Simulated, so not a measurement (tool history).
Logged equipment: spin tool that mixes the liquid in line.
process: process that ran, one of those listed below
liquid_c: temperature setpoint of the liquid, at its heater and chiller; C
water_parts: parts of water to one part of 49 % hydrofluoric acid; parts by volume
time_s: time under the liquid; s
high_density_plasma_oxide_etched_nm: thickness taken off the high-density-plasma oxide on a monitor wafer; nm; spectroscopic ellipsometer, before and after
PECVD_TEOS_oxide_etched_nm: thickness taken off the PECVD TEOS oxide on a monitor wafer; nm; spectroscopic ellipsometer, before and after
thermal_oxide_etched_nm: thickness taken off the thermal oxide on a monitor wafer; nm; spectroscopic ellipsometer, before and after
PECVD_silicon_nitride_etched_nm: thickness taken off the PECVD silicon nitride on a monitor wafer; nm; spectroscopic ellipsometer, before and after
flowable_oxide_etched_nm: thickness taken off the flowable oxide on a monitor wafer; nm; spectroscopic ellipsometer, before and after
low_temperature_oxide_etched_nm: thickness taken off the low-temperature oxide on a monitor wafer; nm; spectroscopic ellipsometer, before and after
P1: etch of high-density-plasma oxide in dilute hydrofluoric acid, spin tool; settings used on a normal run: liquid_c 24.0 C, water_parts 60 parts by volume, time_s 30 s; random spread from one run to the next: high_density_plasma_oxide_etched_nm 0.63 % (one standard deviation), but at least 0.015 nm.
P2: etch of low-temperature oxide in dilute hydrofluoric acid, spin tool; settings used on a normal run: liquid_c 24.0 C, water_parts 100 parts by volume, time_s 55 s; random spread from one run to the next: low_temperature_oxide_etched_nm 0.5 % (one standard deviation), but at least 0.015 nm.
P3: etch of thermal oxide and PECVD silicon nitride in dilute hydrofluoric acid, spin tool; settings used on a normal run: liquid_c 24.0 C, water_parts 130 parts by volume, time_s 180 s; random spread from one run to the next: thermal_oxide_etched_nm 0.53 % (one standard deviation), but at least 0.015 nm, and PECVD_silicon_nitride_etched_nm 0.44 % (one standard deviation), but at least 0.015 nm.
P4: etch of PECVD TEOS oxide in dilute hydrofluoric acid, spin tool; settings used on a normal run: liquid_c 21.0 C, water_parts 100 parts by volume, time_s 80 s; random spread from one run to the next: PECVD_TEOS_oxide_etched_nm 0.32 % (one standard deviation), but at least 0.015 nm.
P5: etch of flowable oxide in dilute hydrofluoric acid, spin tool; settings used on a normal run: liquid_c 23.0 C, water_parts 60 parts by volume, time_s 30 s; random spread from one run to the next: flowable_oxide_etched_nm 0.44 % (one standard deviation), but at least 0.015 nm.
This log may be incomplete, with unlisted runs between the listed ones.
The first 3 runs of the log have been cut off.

run	hour	process	liquid_c	water_parts	time_s	high_density_plasma_oxide_etched_nm	PECVD_TEOS_oxide_etched_nm	thermal_oxide_etched_nm	PECVD_silicon_nitride_etched_nm	flowable_oxide_etched_nm	low_temperature_oxide_etched_nm
4	26.1	P3	24.0	130	275			9.8748	10.8540		
5	30.9	P5	17.5	60	30					25.279	
6	40.0	P3	24.0	220	180			3.4357	4.2181		
7	44.4	P1	18.5	60	30	3.8017					
8	50.7	P1	27.5	95	30	3.3017					
# hour 52.8: thermometer replaced
9	59.2	P2	24.0	100	110						38.787
10	65.7	P5	23.0	60	30					31.985	
11	72.9	P2	24.0	100	55						19.512
12	80.0	P1	24.0	60	30	4.7557					
13	86.1	P4	21.0	100	15		2.5162				
14	93.1	P4	21.0	100	80		13.6190				
15	98.7	P2	24.0	100	55						19.609
16	106.4	P1	24.0	60	30	4.8262					
17	112.1	P1	24.0	60	15	2.4197					
18	120.7	P5	23.0	60	60					64.158	
19	127.5	P1	28.0	60	30	5.6059					
20	136.5	P1	24.0	35	30	8.4893					
21	141.6	P5	23.0	100	30					18.268	
22	146.9	P1	24.0	60	30	4.8027					
23	152.8	P1	24.0	60	60	9.5855					
24	158.6	P4	21.0	45	80		32.3310				
25	164.9	P1	24.0	60	30	4.7797					
26	171.1	P3	29.0	130	180			7.7940	9.6909		

What does the tool deliver on the next run?
27	177.8	P3	24.0	130	180			?	?		

thermal_oxide_etched_nm: 6.4875 nm
PECVD_silicon_nitride_etched_nm: 7.0603 nm
